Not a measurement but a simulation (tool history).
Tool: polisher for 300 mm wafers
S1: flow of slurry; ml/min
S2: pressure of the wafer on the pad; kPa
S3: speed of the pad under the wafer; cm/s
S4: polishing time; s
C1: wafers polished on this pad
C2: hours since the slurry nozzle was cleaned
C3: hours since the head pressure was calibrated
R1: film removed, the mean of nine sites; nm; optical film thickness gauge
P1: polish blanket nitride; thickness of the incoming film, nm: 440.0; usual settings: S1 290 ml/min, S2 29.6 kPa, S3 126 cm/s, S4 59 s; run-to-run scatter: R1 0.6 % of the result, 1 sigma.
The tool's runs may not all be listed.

run,hour,S1,S2,S3,S4,C1,C2,C3,R1
1,7.9,290,29.6,126,59,1052,211,57.7,139.56
2,18.7,290,29.6,58,59,1180,221.8,68.5,75.525
3,24.4,290,29.6,126,59,1248,227.5,74.2,139.09
4,32.5,290,29.6,126,59,1344,235.6,82.3,139.98
5,38.7,290,29.6,126,59,1417,241.8,88.5,139.02
6,44.6,290,29.6,126,32,1487,247.7,94.4,76.356
7,55.3,290,16.5,126,59,1614,258.4,105.1,78.667
8,60.8,175,29.6,126,59,1679,263.9,110.6,132.16
9,71.8,175,29.6,176,59,1810,274.9,121.6,171.64
10,81.4,290,29.6,126,81,1923,284.5,131.2,194
11,86.4,290,42.1,126,59,1983,289.5,136.2,199.79
12,97,290,29.6,198,59,2108,300.1,146.8,203.17
# hour 99.6: slurry nozzle cleaned
13,103.2,405,29.6,126,59,2182,3.7,153,145.19
14,109.1,290,29.6,126,59,2252,9.6,158.9,140.29
15,116.4,290,19.3,176,59,2338,16.9,166.2,119.59
16,126.7,290,29.6,126,59,2461,27.2,176.5,139.4
17,134.2,290,29.6,126,59,2550,34.7,184,138.68
18,143.3,290,29.6,126,59,2657,43.8,193.1,136.45
19,151.5,290,29.6,126,59,2755,52,201.3,136.1
# hour 154.6: worn pad replaced by a new one
20,158.5,290,29.6,126,59,46,59,208.3,135.48
21,168.3,290,29.6,126,59,162,68.8,218.1,135.16
22,175.3,290,29.6,126,59,245,75.8,225.1,135.82
23,186.1,290,29.6,126,59,373,86.6,235.9,135.64

What P1 gives has crept away from where it was. These 2 causes fit the log equally well, each at the size given:
A: slurry flow missing at the pad, % = 30.2
B: head's pressure below its setpoint, % = 3.88
The creep began at about hour 126.7.
Why every other cause is out:
removal rate lost through wear of the pad, %: serviced at hour 154.6, which brought nothing back

4 check runs are offered, each on 5 wafers whose results are averaged, their results left as question marks. Which one tells the causes apart?
check 1,196.9,290,29.6,178,59,,,,?
check 2,196.9,175,19.3,126,59,,,,?
check 3,196.9,290,22.8,156,59,,,,?
check 4,196.9,290,29.6,82,59,,,,?

What each check would give under each cause:
check,result,if A,if B
check 1,R1,177.42,177.43
check 2,R1,80.573,82.535
check 3,R1,122.52,122.53
check 4,R1,95.435,95.441
How far apart the two closest causes lie, in the result that separates them most: check 1 0.01 %; check 2 2.41 %; check 3 0.01 %; check 4 0.01 %
Check 2 tells the causes apart: in the others they would give nearly the same result.

Then check 2 was run and gave: R1 82.342 nm. Which cause is it?

It is B: head's pressure below its setpoint, %.
